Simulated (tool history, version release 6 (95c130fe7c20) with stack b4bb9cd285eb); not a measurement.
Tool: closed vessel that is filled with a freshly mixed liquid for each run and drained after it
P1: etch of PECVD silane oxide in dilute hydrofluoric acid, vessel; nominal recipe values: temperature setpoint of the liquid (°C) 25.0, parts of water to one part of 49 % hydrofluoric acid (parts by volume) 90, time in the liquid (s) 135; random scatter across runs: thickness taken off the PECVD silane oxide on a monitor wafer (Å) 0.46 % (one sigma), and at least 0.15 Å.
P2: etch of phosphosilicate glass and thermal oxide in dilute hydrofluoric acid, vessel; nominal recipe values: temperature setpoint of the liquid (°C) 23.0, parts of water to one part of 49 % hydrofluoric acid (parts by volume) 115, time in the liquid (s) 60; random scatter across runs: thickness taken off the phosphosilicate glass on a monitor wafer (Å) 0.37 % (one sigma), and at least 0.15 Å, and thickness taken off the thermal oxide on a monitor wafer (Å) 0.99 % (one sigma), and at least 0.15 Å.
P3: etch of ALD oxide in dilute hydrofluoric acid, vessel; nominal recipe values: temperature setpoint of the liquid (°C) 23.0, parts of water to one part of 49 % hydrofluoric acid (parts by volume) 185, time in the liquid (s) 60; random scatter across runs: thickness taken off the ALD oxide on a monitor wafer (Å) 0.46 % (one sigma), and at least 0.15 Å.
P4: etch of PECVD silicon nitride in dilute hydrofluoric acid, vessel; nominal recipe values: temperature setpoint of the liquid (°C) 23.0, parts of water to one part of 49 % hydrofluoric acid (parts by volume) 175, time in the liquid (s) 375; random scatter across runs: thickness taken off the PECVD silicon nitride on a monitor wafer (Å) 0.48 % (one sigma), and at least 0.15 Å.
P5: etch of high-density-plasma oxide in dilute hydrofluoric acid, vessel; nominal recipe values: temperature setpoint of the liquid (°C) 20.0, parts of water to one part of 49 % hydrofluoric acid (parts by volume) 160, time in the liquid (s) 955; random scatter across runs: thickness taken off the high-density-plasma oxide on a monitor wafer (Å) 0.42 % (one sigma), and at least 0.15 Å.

run	day	process that ran	temperature setpoint of the liquid (°C)	parts of water to one part of 49 % hydrofluoric acid (parts by volume)	time in the liquid (s)	hours since the thermometer was replaced	hours since the hydrofluoric acid flow meter was replaced	thickness taken off the PECVD silane oxide on a monitor wafer (Å)	thickness taken off the PECVD silicon nitride on a monitor wafer (Å)	thickness taken off the phosphosilicate glass on a monitor wafer (Å)	thickness taken off the thermal oxide on a monitor wafer (Å)	thickness taken off the ALD oxide on a monitor wafer (Å)	thickness taken off the high-density-plasma oxide on a monitor wafer (Å)
1	0.125	P1	25.0	90	135	1118.4	1424.9	233.220					
2	0.325	P1	25.0	90	135	1123.2	1429.7	234.050					
3	0.467	P4	23.0	90	375	1126.6	1433.1		226.610				
4	0.704	P2	23.0	170	60	1132.3	1438.8			318.25	14.448		
5	0.825	P4	23.0	175	375	1135.2	1441.7		117.300				
6	1.092	P1	25.0	90	60	1141.6	1448.1	103.700					
7	1.229	P4	23.0	175	375	1144.9	1451.4		117.760				
8	1.425	P3	23.0	335	60	1149.6	1456.1					21.204	
9	1.662	P2	23.0	115	30	1155.3	1461.8			252.97	11.584		
10	1.933	P3	23.0	185	60	1161.8	1468.3					44.967	
11	2.204	P4	23.0	175	140	1168.3	1474.8		43.816				
12	2.375	P1	25.0	30	45	1172.4	1478.9	253.640					
13	2.554	P2	23.0	115	60	1176.7	1483.2			499.49	22.857		
14	2.721	P1	25.0	90	135	1180.7	1487.2	235.080					
15	2.917	P1	18.0	90	135	1185.4	1491.9	175.080					
16	3.038	P4	17.0	175	375	1188.3	1494.8		79.155				
17	3.212	P1	30.5	90	245	1192.5	1499.0	525.100					
18	3.458	P5	17.0	160	955	1198.4	1504.9						362.16
19	3.579	P3	17.5	185	60	1201.3	1507.8					36.388	
20	3.829	P1	25.0	155	135	1207.3	1513.8	125.200					
21	4.017	P1	25.0	60	35	1211.8	1518.3	94.831					
22	4.275	P3	23.0	185	60	1218.0	1524.5					44.912	
23	4.533	P2	27.0	115	60	1224.2	1530.7			585.96	26.505		
24	4.808	P5	20.0	160	505	1230.8	1537.3						215.23
25	5.050	P1	25.0	90	135	1236.6	1543.1	232.420					
26	5.288	P1	31.5	90	135	1242.3	1548.8	298.910					
27	5.471	P5	20.0	160	955	1246.7	1553.2						406.22
28	5.708	P1	25.0	90	135	1252.4	1558.9	234.590					
29	5.871	P5	20.0	100	955	1256.3	1562.8						690.79
30	6.133	P1	25.0	90	135	1262.6	1569.1	232.140					
31	6.367	P1	25.0	20	135	1268.2	1574.7	1148.000					

Estimate the outcome of run 32 from the log above:
32	6.575	P1	25.0	90	245	1273.2	1579.7	?					

{"run 32": {"thickness taken off the PECVD silane oxide on a monitor wafer (Å)": 423.19}}
